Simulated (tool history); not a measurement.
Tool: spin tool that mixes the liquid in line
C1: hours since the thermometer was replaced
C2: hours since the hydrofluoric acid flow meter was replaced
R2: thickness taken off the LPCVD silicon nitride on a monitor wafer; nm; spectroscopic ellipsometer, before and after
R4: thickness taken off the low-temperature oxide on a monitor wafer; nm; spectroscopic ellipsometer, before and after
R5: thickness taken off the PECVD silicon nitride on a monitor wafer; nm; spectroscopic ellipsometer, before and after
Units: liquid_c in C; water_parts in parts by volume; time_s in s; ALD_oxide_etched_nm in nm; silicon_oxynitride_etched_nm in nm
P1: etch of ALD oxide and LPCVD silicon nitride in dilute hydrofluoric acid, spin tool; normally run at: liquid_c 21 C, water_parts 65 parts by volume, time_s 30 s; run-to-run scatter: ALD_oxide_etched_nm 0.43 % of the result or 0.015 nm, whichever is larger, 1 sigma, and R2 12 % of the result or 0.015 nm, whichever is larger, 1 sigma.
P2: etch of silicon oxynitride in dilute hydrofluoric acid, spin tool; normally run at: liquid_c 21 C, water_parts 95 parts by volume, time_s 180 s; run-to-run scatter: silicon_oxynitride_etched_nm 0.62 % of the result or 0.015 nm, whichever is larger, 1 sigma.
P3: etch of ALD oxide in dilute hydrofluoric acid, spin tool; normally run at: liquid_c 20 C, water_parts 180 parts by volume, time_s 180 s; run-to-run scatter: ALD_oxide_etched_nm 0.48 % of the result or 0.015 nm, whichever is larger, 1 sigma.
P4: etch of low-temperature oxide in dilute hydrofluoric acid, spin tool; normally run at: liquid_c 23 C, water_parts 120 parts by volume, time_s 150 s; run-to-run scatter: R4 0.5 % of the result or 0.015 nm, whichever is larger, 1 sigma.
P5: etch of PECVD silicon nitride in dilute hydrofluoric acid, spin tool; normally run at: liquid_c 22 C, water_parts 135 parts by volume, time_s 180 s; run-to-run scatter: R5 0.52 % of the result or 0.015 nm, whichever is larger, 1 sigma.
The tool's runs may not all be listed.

{"run": 1, "hour": 14.0, "process": "P1", "liquid_c": 21, "water_parts": 65, "time_s": 30, "C1": 1620.5, "C2": 281.5, "ALD_oxide_etched_nm": 9.5457, "R2": 0.16556}
{"run": 2, "hour": 31.7, "process": "P1", "liquid_c": 17, "water_parts": 65, "time_s": 30, "C1": 1638.2, "C2": 299.2, "ALD_oxide_etched_nm": 8.0935, "R2": 0.12367}
{"run": 3, "hour": 47.4, "process": "P2", "liquid_c": 21, "water_parts": 55, "time_s": 180, "C1": 1653.9, "C2": 314.9, "silicon_oxynitride_etched_nm": 8.4846}
{"run": 4, "hour": 56.9, "process": "P1", "liquid_c": 21, "water_parts": 65, "time_s": 30, "C1": 1663.4, "C2": 324.4, "ALD_oxide_etched_nm": 9.6671, "R2": 0.18026}
{"run": 5, "hour": 70.9, "process": "P4", "liquid_c": 18.5, "water_parts": 120, "time_s": 150, "C1": 1677.4, "C2": 338.4, "R4": 34.427}
{"run": 6, "hour": 86.8, "process": "P5", "liquid_c": 22, "water_parts": 135, "time_s": 180, "C1": 1693.3, "C2": 354.3, "R5": 6.9323}
{"run": 7, "hour": 105.4, "process": "P3", "liquid_c": 20, "water_parts": 180, "time_s": 180, "C1": 1711.9, "C2": 372.9, "ALD_oxide_etched_nm": 12.782}
{"run": 8, "hour": 119.0, "process": "P1", "liquid_c": 21, "water_parts": 40, "time_s": 30, "C1": 1725.5, "C2": 386.5, "ALD_oxide_etched_nm": 16.165, "R2": 0.25775}
{"run": 9, "hour": 128.7, "process": "P1", "liquid_c": 21, "water_parts": 90, "time_s": 30, "C1": 1735.2, "C2": 396.2, "ALD_oxide_etched_nm": 6.761, "R2": 0.13248}
{"run": 10, "hour": 142.4, "process": "P2", "liquid_c": 25.5, "water_parts": 95, "time_s": 180, "C1": 1748.9, "C2": 409.9, "silicon_oxynitride_etched_nm": 5.8688}
{"hour": 145.1, "done": "thermometer replaced"}
{"run": 11, "hour": 155.9, "process": "P5", "liquid_c": 27, "water_parts": 135, "time_s": 180, "C1": 10.9, "C2": 423.4, "R5": 9.5077}
{"run": 12, "hour": 166.2, "process": "P2", "liquid_c": 21, "water_parts": 95, "time_s": 305, "C1": 21.2, "C2": 433.7, "silicon_oxynitride_etched_nm": 8.1293}
{"run": 13, "hour": 182.7, "process": "P5", "liquid_c": 22, "water_parts": 25, "time_s": 180, "C1": 37.7, "C2": 450.2, "R5": 35.574}
{"run": 14, "hour": 192.3, "process": "P3", "liquid_c": 20, "water_parts": 180, "time_s": 180, "C1": 47.3, "C2": 459.8, "ALD_oxide_etched_nm": 12.792}
{"run": 15, "hour": 201.7, "process": "P1", "liquid_c": 21, "water_parts": 65, "time_s": 30, "C1": 56.7, "C2": 469.2, "ALD_oxide_etched_nm": 9.6838, "R2": 0.15426}
{"run": 16, "hour": 210.1, "process": "P4", "liquid_c": 23, "water_parts": 165, "time_s": 150, "C1": 65.1, "C2": 477.6, "R4": 28.367}
{"run": 17, "hour": 228.4, "process": "P2", "liquid_c": 21, "water_parts": 95, "time_s": 180, "C1": 83.4, "C2": 495.9, "silicon_oxynitride_etched_nm": 4.7304}
{"run": 18, "hour": 238.6, "process": "P4", "liquid_c": 23, "water_parts": 120, "time_s": 150, "C1": 93.6, "C2": 506.1, "R4": 40.95}
{"run": 19, "hour": 247.0, "process": "P1", "liquid_c": 17, "water_parts": 100, "time_s": 30, "C1": 102, "C2": 514.5, "ALD_oxide_etched_nm": 5.1097, "R2": 0.081695}
{"run": 20, "hour": 261.8, "process": "P1", "liquid_c": 26.5, "water_parts": 65, "time_s": 30, "C1": 116.8, "C2": 529.3, "ALD_oxide_etched_nm": 12.112, "R2": 0.28818}
{"run": 21, "hour": 278.5, "process": "P5", "liquid_c": 22, "water_parts": 135, "time_s": 180, "C1": 133.5, "C2": 546, "R5": 6.9264}
{"run": 22, "hour": 291.9, "process": "P4", "liquid_c": 23, "water_parts": 120, "time_s": 55, "C1": 146.9, "C2": 559.4, "R4": 15.175}
{"run": 23, "hour": 306.0, "process": "P3", "liquid_c": 20, "water_parts": 295, "time_s": 180, "C1": 161, "C2": 573.5, "ALD_oxide_etched_nm": 6.9787}
{"run": 24, "hour": 319.8, "process": "P1", "liquid_c": 21, "water_parts": 65, "time_s": 15, "C1": 174.8, "C2": 587.3, "ALD_oxide_etched_nm": 4.8231, "R2": 0.083213}
{"run": 25, "hour": 331.3, "process": "P5", "liquid_c": 22, "water_parts": 135, "time_s": 85, "C1": 186.3, "C2": 598.8, "R5": 3.2682}
{"run": 26, "hour": 345.7, "process": "P1", "liquid_c": 21, "water_parts": 65, "time_s": 30, "C1": 200.7, "C2": 613.2, "ALD_oxide_etched_nm": 9.5897, "R2": 0.19976}
{"run": 27, "hour": 361.8, "process": "P3", "liquid_c": 17, "water_parts": 180, "time_s": 180, "C1": 216.8, "C2": 629.3, "ALD_oxide_etched_nm": 11.38}
{"run": 28, "hour": 373.1, "process": "P1", "liquid_c": 21, "water_parts": 65, "time_s": 30, "C1": 228.1, "C2": 640.6, "ALD_oxide_etched_nm": 9.5973, "R2": 0.21035}
{"run": 29, "hour": 383.8, "process": "P3", "liquid_c": 20, "water_parts": 180, "time_s": 15, "C1": 238.8, "C2": 651.3, "ALD_oxide_etched_nm": 1.068}
{"run": 30, "hour": 391.9, "process": "P1", "liquid_c": 21, "water_parts": 20, "time_s": 15, "C1": 246.9, "C2": 659.4, "ALD_oxide_etched_nm": 16.699, "R2": 0.2268}
{"run": 31, "hour": 410.2, "process": "P1", "liquid_c": 21, "water_parts": 65, "time_s": 45, "C1": 265.2, "C2": 677.7, "ALD_oxide_etched_nm": 14.504, "R2": 0.26136}
{"run": 32, "hour": 427.3, "process": "P1", "liquid_c": 21, "water_parts": 65, "time_s": 30, "C1": 282.3, "C2": 694.8, "ALD_oxide_etched_nm": 9.638, "R2": 0.14126}
{"run": 33, "hour": 443.8, "process": "P1", "liquid_c": 21, "water_parts": 65, "time_s": 30, "C1": 298.8, "C2": 711.3, "ALD_oxide_etched_nm": 9.3342, "R2": 0.18828}
{"run": 34, "hour": 457.3, "process": "P1", "liquid_c": 21, "water_parts": 65, "time_s": 30, "C1": 312.3, "C2": 724.8, "ALD_oxide_etched_nm": 9.1715, "R2": 0.1448}
{"run": 35, "hour": 469.8, "process": "P1", "liquid_c": 21, "water_parts": 65, "time_s": 30, "C1": 324.8, "C2": 737.3, "ALD_oxide_etched_nm": 9.1392, "R2": 0.15596}
{"run": 36, "hour": 479.3, "process": "P1", "liquid_c": 21, "water_parts": 65, "time_s": 30, "C1": 334.3, "C2": 746.8, "ALD_oxide_etched_nm": 8.996, "R2": 0.19062}
{"run": 37, "hour": 488.4, "process": "P1", "liquid_c": 21, "water_parts": 65, "time_s": 30, "C1": 343.4, "C2": 755.9, "ALD_oxide_etched_nm": 9.0122, "R2": 0.17489}
{"run": 38, "hour": 502.7, "process": "P1", "liquid_c": 21, "water_parts": 65, "time_s": 30, "C1": 357.7, "C2": 770.2, "ALD_oxide_etched_nm": 8.9072, "R2": 0.15799}
{"run": 39, "hour": 515.1, "process": "P1", "liquid_c": 21, "water_parts": 65, "time_s": 30, "C1": 370.1, "C2": 782.6, "ALD_oxide_etched_nm": 8.8837, "R2": 0.10594}
{"run": 40, "hour": 526.7, "process": "P1", "liquid_c": 21, "water_parts": 65, "time_s": 30, "C1": 381.7, "C2": 794.2, "ALD_oxide_etched_nm": 8.928, "R2": 0.17375}
{"run": 41, "hour": 543.6, "process": "P1", "liquid_c": 21, "water_parts": 65, "time_s": 30, "C1": 398.6, "C2": 811.1, "ALD_oxide_etched_nm": 8.9371, "R2": 0.14736}
{"run": 42, "hour": 552.3, "process": "P1", "liquid_c": 21, "water_parts": 65, "time_s": 30, "C1": 407.3, "C2": 819.8, "ALD_oxide_etched_nm": 8.8571, "R2": 0.1855}

What P1 gives has crept away from where it was. These 2 causes fit the log equally well, each at the size given:
A: liquid colder than its thermometer reads (K) = 1.86
B: hydrofluoric acid flow below the setpoint (%) = 6.96
The creep began at about hour 427.3.

4 check runs are offered, one wafer each, their results left as question marks. Which one tells the causes apart?
{"run": "check 1", "hour": 561.0, "process": "P5", "liquid_c": 22, "water_parts": 135, "time_s": 180, "R5": "?"}
{"run": "check 2", "hour": 561.0, "process": "P4", "liquid_c": 23, "water_parts": 120, "time_s": 150, "R4": "?"}
{"run": "check 3", "hour": 561.0, "process": "P3", "liquid_c": 20, "water_parts": 180, "time_s": 180, "ALD_oxide_etched_nm": "?"}
{"run": "check 4", "hour": 561.0, "process": "P2", "liquid_c": 21, "water_parts": 95, "time_s": 180, "silicon_oxynitride_etched_nm": "?"}

What each check would give under each cause:
check=check_1 result=R5 if_A=6.0732 if_B=6.4037
check=check_2 result=R4 if_A=38.265 if_B=37.938
check=check_3 result=ALD_oxide_etched_nm if_A=11.924 if_B=11.779
check=check_4 result=silicon_oxynitride_etched_nm if_A=4.3426 if_B=4.4024
How far apart the two closest causes lie, in the result that separates them most: check 1 5.3 %; check 2 0.86 %; check 3 1.22 %; check 4 1.37 %
Only check 1 tells the causes apart: in the others they would give nearly the same result.

Check 1 was then run and gave: R5 6.1208 nm. Which cause is it?

It is A: liquid colder than its thermometer reads (K).
